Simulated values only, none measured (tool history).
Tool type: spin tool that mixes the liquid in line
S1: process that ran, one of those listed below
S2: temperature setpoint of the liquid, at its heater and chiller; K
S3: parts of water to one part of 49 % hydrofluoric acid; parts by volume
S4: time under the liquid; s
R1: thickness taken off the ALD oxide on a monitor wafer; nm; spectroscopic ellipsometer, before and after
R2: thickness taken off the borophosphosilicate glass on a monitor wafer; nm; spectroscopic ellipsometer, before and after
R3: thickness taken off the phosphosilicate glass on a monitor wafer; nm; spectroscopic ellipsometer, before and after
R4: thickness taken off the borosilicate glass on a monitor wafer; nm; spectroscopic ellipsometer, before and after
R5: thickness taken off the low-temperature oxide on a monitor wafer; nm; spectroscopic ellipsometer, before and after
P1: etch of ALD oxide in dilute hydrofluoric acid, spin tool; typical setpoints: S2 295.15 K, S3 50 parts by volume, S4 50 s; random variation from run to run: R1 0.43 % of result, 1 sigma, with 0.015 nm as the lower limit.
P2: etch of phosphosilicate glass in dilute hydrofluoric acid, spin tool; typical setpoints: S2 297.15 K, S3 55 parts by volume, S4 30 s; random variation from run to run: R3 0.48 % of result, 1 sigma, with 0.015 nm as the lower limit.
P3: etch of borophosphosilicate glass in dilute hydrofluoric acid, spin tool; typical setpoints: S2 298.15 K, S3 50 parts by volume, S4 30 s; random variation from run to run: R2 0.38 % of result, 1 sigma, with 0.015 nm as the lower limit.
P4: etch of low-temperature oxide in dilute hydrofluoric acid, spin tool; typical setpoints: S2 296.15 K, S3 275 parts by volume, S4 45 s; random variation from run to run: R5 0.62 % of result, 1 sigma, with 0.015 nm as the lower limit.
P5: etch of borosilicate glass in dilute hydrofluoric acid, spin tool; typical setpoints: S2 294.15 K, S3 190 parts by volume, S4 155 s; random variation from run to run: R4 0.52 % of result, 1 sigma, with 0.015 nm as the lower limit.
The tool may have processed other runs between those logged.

{"run": 1, "day": 0.433, "S1": "P1", "S2": 295.15, "S3": 50, "S4": 50, "R1": 25.66}
{"run": 2, "day": 0.992, "S1": "P1", "S2": 290.15, "S3": 50, "S4": 50, "R1": 20.949}
{"run": 3, "day": 1.675, "S1": "P1", "S2": 290.65, "S3": 50, "S4": 80, "R1": 34.026}
{"run": 4, "day": 2.212, "S1": "P3", "S2": 298.15, "S3": 50, "S4": 30, "R2": 21.71}
{"run": 5, "day": 2.579, "S1": "P2", "S2": 297.15, "S3": 85, "S4": 30, "R3": 34.213}
{"run": 6, "day": 3.246, "S1": "P1", "S2": 301.15, "S3": 50, "S4": 50, "R1": 32.905}
{"run": 7, "day": 3.796, "S1": "P1", "S2": 295.15, "S3": 50, "S4": 50, "R1": 25.753}
{"run": 8, "day": 4.1, "S1": "P2", "S2": 304.65, "S3": 55, "S4": 30, "R3": 73.835}
{"run": 9, "day": 4.588, "S1": "P2", "S2": 297.15, "S3": 55, "S4": 30, "R3": 55.009}
{"run": 10, "day": 4.925, "S1": "P2", "S2": 297.15, "S3": 55, "S4": 55, "R3": 101.06}
{"run": 11, "day": 5.454, "S1": "P1", "S2": 295.15, "S3": 50, "S4": 50, "R1": 25.694}
{"run": 12, "day": 6.125, "S1": "P1", "S2": 290.15, "S3": 50, "S4": 95, "R1": 39.436}
{"run": 13, "day": 6.567, "S1": "P1", "S2": 295.15, "S3": 30, "S4": 50, "R1": 44.194}
{"run": 14, "day": 7.008, "S1": "P5", "S2": 294.15, "S3": 95, "S4": 155, "R4": 41.484}
{"run": 15, "day": 7.583, "S1": "P1", "S2": 295.15, "S3": 50, "S4": 50, "R1": 25.772}
{"run": 16, "day": 8.092, "S1": "P1", "S2": 295.15, "S3": 50, "S4": 75, "R1": 38.836}
{"run": 17, "day": 8.479, "S1": "P5", "S2": 294.15, "S3": 190, "S4": 155, "R4": 18.919}
{"run": 18, "day": 8.825, "S1": "P1", "S2": 295.15, "S3": 50, "S4": 50, "R1": 25.921}
{"run": 19, "day": 9.421, "S1": "P5", "S2": 290.15, "S3": 190, "S4": 155, "R4": 16.146}
{"run": 20, "day": 9.75, "S1": "P4", "S2": 300.65, "S3": 275, "S4": 45, "R5": 4.7936}
{"run": 21, "day": 10.4, "S1": "P4", "S2": 296.15, "S3": 275, "S4": 85, "R5": 7.7725}
{"run": 22, "day": 10.804, "S1": "P1", "S2": 295.15, "S3": 50, "S4": 50, "R1": 25.714}
{"run": 23, "day": 11.142, "S1": "P5", "S2": 294.15, "S3": 190, "S4": 155, "R4": 18.693}
{"run": 24, "day": 11.471, "S1": "P3", "S2": 290.15, "S3": 50, "S4": 30, "R2": 15.591}
{"run": 25, "day": 12.138, "S1": "P4", "S2": 296.15, "S3": 500, "S4": 45, "R5": 1.8091}
{"run": 26, "day": 12.796, "S1": "P3", "S2": 298.15, "S3": 50, "S4": 55, "R2": 40.184}
{"run": 27, "day": 13.442, "S1": "P1", "S2": 295.15, "S3": 85, "S4": 15, "R1": 4.3587}
{"run": 28, "day": 13.846, "S1": "P5", "S2": 294.15, "S3": 190, "S4": 15, "R4": 1.8442}
{"run": 29, "day": 14.342, "S1": "P3", "S2": 298.15, "S3": 90, "S4": 30, "R2": 11.405}
{"run": 30, "day": 14.742, "S1": "P3", "S2": 298.15, "S3": 50, "S4": 30, "R2": 21.776}
{"run": 31, "day": 15.417, "S1": "P1", "S2": 295.15, "S3": 85, "S4": 50, "R1": 14.495}
{"run": 32, "day": 15.762, "S1": "P1", "S2": 295.15, "S3": 50, "S4": 15, "R1": 7.7517}
{"run": 33, "day": 16.429, "S1": "P1", "S2": 295.15, "S3": 50, "S4": 50, "R1": 25.73}
{"run": 34, "day": 16.762, "S1": "P4", "S2": 296.15, "S3": 275, "S4": 45, "R5": 4.0724}
{"run": 35, "day": 17.117, "S1": "P1", "S2": 295.15, "S3": 50, "S4": 50, "R1": 25.855}
{"run": 36, "day": 17.808, "S1": "P1", "S2": 295.15, "S3": 50, "S4": 50, "R1": 26.646}
{"run": 37, "day": 18.496, "S1": "P1", "S2": 295.15, "S3": 50, "S4": 50, "R1": 27.208}
{"run": 38, "day": 18.9, "S1": "P1", "S2": 295.15, "S3": 50, "S4": 50, "R1": 26.962}
{"run": 39, "day": 19.254, "S1": "P1", "S2": 295.15, "S3": 50, "S4": 50, "R1": 27.402}
{"run": 40, "day": 19.8, "S1": "P1", "S2": 295.15, "S3": 50, "S4": 50, "R1": 27.33}
{"run": 41, "day": 20.496, "S1": "P1", "S2": 295.15, "S3": 50, "S4": 50, "R1": 27.304}

Something has made what P1 gives creep away from where it was; the 2 causes below, each at its own stated size, fit the log equally well:
A: hydrofluoric acid flow above the setpoint (%) = 6.26
B: liquid hotter than its thermometer reads (K) = 1.55
The gradual shift began around day 17.117.

Which of the 4 check runs listed below, each an average over 5 wafers with its results shown as question marks, gives clearly different results under the different listed causes?
{"run": "check 1", "day": 21.192, "S1": "P5", "S2": 290.15, "S3": 100, "S4": 155, "R4": "?"}
{"run": "check 2", "day": 21.192, "S1": "P2", "S2": 302.65, "S3": 55, "S4": 50, "R3": "?"}
{"run": "check 3", "day": 21.192, "S1": "P3", "S2": 293.15, "S3": 90, "S4": 30, "R2": "?"}
{"run": "check 4", "day": 21.192, "S1": "P4", "S2": 296.15, "S3": 405, "S4": 45, "R5": "?"}

Check results expected under each cause:
check=check_1 result=R4 if_A=35.5190 if_B=35.4510
check=check_2 result=R3 if_A=122.000 if_B=121.360
check=check_3 result=R2 if_A=10.0180 if_B=9.9872
check=check_4 result=R5 if_A=2.6654 if_B=2.5845
Per-check spread between the two closest causes, in the result where they differ most: check 1 0.19 %; check 2 0.52 %; check 3 0.31 %; check 4 3.08 %
Of the check runs offered, only check 4 discriminates between the causes; the rest would read about the same regardless of which cause applies.

After running check 4, the following was obtained: R5 2.6567 nm. Which cause does this point to?

A is the cause: hydrofluoric acid flow above the setpoint (%).

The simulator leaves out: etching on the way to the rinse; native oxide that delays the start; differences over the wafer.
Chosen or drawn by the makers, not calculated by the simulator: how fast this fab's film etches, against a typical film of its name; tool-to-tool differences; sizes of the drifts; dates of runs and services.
